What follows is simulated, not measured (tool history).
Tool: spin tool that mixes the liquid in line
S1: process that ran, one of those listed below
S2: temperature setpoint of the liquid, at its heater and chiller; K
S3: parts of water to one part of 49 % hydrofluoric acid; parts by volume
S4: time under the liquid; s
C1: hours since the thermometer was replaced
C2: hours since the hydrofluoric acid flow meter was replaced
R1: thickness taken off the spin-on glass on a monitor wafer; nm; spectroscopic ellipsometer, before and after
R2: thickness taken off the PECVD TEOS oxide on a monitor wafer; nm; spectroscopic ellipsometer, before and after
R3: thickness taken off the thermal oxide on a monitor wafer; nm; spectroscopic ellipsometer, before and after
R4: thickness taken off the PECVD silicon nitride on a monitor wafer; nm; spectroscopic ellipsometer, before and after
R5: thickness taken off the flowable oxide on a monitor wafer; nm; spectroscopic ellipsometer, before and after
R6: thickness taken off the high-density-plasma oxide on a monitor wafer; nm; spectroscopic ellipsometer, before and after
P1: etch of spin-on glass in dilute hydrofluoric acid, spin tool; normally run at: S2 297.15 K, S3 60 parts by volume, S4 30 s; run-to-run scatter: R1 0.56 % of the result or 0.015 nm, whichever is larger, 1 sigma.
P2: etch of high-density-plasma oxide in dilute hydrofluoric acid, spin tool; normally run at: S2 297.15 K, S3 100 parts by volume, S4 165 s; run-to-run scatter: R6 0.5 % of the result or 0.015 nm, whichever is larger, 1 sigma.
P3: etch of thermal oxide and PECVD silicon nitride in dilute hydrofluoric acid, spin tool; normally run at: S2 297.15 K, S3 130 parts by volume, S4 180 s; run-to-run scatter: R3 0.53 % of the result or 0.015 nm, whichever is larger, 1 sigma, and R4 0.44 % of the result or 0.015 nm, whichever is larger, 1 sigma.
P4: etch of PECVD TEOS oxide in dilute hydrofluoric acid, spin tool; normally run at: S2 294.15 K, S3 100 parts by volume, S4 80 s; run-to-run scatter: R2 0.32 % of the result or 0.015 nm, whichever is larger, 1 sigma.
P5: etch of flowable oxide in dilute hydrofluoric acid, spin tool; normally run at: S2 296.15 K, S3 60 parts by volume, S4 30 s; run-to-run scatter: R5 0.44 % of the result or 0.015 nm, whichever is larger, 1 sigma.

Run 1, hour 9.5: S1 P1, S2 297.15 K, S3 60 parts by volume, S4 30 s; C1 887.2; C2 983.9. Result: R1 28.933 nm.
Run 2, hour 15: S1 P1, S2 297.15 K, S3 110 parts by volume, S4 30 s; C1 892.7; C2 989.4. Result: R1 14.643 nm.
Run 3, hour 21.8: S1 P4, S2 290.15 K, S3 100 parts by volume, S4 80 s; C1 899.5; C2 996.2. Result: R2 11.622 nm.
Run 4, hour 26.1: S1 P3, S2 297.15 K, S3 130 parts by volume, S4 275 s; C1 903.8; C2 1000.5. Result: R3 9.8748 nm, R4 10.854 nm.
Run 5, hour 30.9: S1 P5, S2 290.65 K, S3 60 parts by volume, S4 30 s; C1 908.6; C2 1005.3. Result: R5 25.279 nm.
Run 6, hour 40: S1 P3, S2 297.15 K, S3 220 parts by volume, S4 180 s; C1 917.7; C2 1014.4. Result: R3 3.4357 nm, R4 4.2181 nm.
Run 7, hour 44.4: S1 P1, S2 291.65 K, S3 60 parts by volume, S4 30 s; C1 922.1; C2 1018.8. Result: R1 22.808 nm.
Run 8, hour 50.7: S1 P1, S2 300.65 K, S3 95 parts by volume, S4 30 s; C1 928.4; C2 1025.1. Result: R1 19.825 nm.
At hour 52.8: thermometer replaced.
Run 9, hour 59.2: S1 P2, S2 297.15 K, S3 100 parts by volume, S4 325 s; C1 6.5; C2 1033.6. Result: R6 36.336 nm.
Run 10, hour 65.7: S1 P5, S2 296.15 K, S3 60 parts by volume, S4 30 s; C1 13; C2 1040.1. Result: R5 31.985 nm.
Run 11, hour 72.9: S1 P2, S2 297.15 K, S3 100 parts by volume, S4 165 s; C1 20.2; C2 1047.3. Result: R6 18.56 nm.
Run 12, hour 80: S1 P1, S2 297.15 K, S3 60 parts by volume, S4 30 s; C1 27.3; C2 1054.4. Result: R1 28.571 nm.
Run 13, hour 86.1: S1 P4, S2 294.15 K, S3 100 parts by volume, S4 15 s; C1 33.4; C2 1060.5. Result: R2 2.5162 nm.
Run 14, hour 93.1: S1 P4, S2 294.15 K, S3 100 parts by volume, S4 80 s; C1 40.4; C2 1067.5. Result: R2 13.619 nm.
Run 15, hour 98.7: S1 P2, S2 297.15 K, S3 100 parts by volume, S4 165 s; C1 46; C2 1073.1. Result: R6 18.652 nm.
Run 16, hour 106.4: S1 P1, S2 297.15 K, S3 60 parts by volume, S4 30 s; C1 53.7; C2 1080.8. Result: R1 28.907 nm.
Run 17, hour 112.1: S1 P1, S2 297.15 K, S3 60 parts by volume, S4 15 s; C1 59.4; C2 1086.5. Result: R1 14.447 nm.
Run 18, hour 120.7: S1 P5, S2 296.15 K, S3 60 parts by volume, S4 60 s; C1 68; C2 1095.1. Result: R5 64.158 nm.
Run 19, hour 127.5: S1 P1, S2 301.15 K, S3 60 parts by volume, S4 30 s; C1 74.8; C2 1101.9. Result: R1 33.655 nm.
Run 20, hour 136.5: S1 P1, S2 297.15 K, S3 35 parts by volume, S4 30 s; C1 83.8; C2 1110.9. Result: R1 50.945 nm.
Run 21, hour 141.6: S1 P5, S2 296.15 K, S3 100 parts by volume, S4 30 s; C1 88.9; C2 1116. Result: R5 18.268 nm.
Run 22, hour 146.9: S1 P1, S2 297.15 K, S3 60 parts by volume, S4 30 s; C1 94.2; C2 1121.3. Result: R1 28.795 nm.
Run 23, hour 152.8: S1 P1, S2 297.15 K, S3 60 parts by volume, S4 60 s; C1 100.1; C2 1127.2. Result: R1 57.521 nm.
Run 24, hour 158.6: S1 P4, S2 294.15 K, S3 45 parts by volume, S4 80 s; C1 105.9; C2 1133. Result: R2 32.331 nm.
Run 25, hour 164.9: S1 P1, S2 297.15 K, S3 60 parts by volume, S4 30 s; C1 112.2; C2 1139.3. Result: R1 28.686 nm.
Run 26, hour 171.1: S1 P3, S2 302.15 K, S3 130 parts by volume, S4 180 s; C1 118.4; C2 1145.5. Result: R3 7.794 nm, R4 9.6909 nm.
Run 27, hour 177.8: S1 P3, S2 297.15 K, S3 130 parts by volume, S4 180 s; C1 125.1; C2 1152.2. Result: R3 6.4875 nm, R4 7.0603 nm.
Run 28, hour 183.6: S1 P1, S2 297.15 K, S3 100 parts by volume, S4 60 s; C1 130.9; C2 1158. Result: R1 32.552 nm.
Run 29, hour 190.2: S1 P1, S2 297.15 K, S3 60 parts by volume, S4 30 s; C1 137.5; C2 1164.6. Result: R1 28.565 nm.
Run 30, hour 199.3: S1 P2, S2 297.15 K, S3 30 parts by volume, S4 165 s; C1 146.6; C2 1173.7. Result: R6 68.528 nm.
Run 31, hour 204.5: S1 P2, S2 292.15 K, S3 100 parts by volume, S4 165 s; C1 151.8; C2 1178.9. Result: R6 15.207 nm.
Run 32, hour 210.1: S1 P1, S2 297.15 K, S3 60 parts by volume, S4 30 s; C1 157.4; C2 1184.5. Result: R1 28.933 nm.
Run 33, hour 216.6: S1 P1, S2 297.15 K, S3 60 parts by volume, S4 30 s; C1 163.9; C2 1191. Result: R1 27.709 nm.
Run 34, hour 222.1: S1 P1, S2 297.15 K, S3 60 parts by volume, S4 30 s; C1 169.4; C2 1196.5. Result: R1 27.337 nm.
Run 35, hour 226.8: S1 P1, S2 297.15 K, S3 60 parts by volume, S4 30 s; C1 174.1; C2 1201.2. Result: R1 27.194 nm.
Run 36, hour 232.2: S1 P1, S2 297.15 K, S3 60 parts by volume, S4 30 s; C1 179.5; C2 1206.6. Result: R1 26.943 nm.
Run 37, hour 236.6: S1 P1, S2 297.15 K, S3 60 parts by volume, S4 30 s; C1 183.9; C2 1211. Result: R1 26.826 nm.
Run 38, hour 242.9: S1 P1, S2 297.15 K, S3 60 parts by volume, S4 30 s; C1 190.2; C2 1217.3. Result: R1 26.768 nm.
Run 39, hour 251.8: S1 P1, S2 297.15 K, S3 60 parts by volume, S4 30 s; C1 199.1; C2 1226.2. Result: R1 26.744 nm.
Run 40, hour 259.3: S1 P1, S2 297.15 K, S3 60 parts by volume, S4 30 s; C1 206.6; C2 1233.7. Result: R1 26.476 nm.
Run 41, hour 269: S1 P1, S2 297.15 K, S3 60 parts by volume, S4 30 s; C1 216.3; C2 1243.4. Result: R1 26.388 nm.
Run 42, hour 277.9: S1 P1, S2 297.15 K, S3 60 parts by volume, S4 30 s; C1 225.2; C2 1252.3. Result: R1 26.571 nm.

What P1 gives has crept away from where it was. These 2 causes fit the log equally well, each at the size given:
A: liquid colder than its thermometer reads (K) = 1.89
B: hydrofluoric acid flow below the setpoint (%) = 6.93
The creep began at about hour 210.1.

4 check runs are offered, one wafer each, their results left as question marks. Which one tells the causes apart?
Run check 1, hour 286.8: S1 P2, S2 297.15 K, S3 60 parts by volume, S4 320 s. Result: R6 ?.
Run check 2, hour 286.8: S1 P5, S2 291.15 K, S3 60 parts by volume, S4 45 s. Result: R5 ?.
Run check 3, hour 286.8: S1 P3, S2 301.65 K, S3 220 parts by volume, S4 180 s. Result: R3 ?, R4 ?.
Run check 4, hour 286.8: S1 P4, S2 294.15 K, S3 65 parts by volume, S4 15 s. Result: R2 ?.

What each check would give under each cause:
  check  result    if A    if B
check 1      R6  58.589  58.594
check 2      R5  35.859  36.029
check 3      R3  3.7797  3.6884
check 3      R4  4.9496  5.1611
check 4      R2   3.772  3.7787
How far apart the two closest causes lie, in the result that separates them most: check 1 0.01 %; check 2 0.47 %; check 3 4.18 %; check 4 0.18 %
Only check 3 tells the causes apart: in the others they would give nearly the same result.

Check 3 was then run and gave: R3 3.7337 nm; R4 4.9806 nm. Which cause is it?

It is A: liquid colder than its thermometer reads (K).

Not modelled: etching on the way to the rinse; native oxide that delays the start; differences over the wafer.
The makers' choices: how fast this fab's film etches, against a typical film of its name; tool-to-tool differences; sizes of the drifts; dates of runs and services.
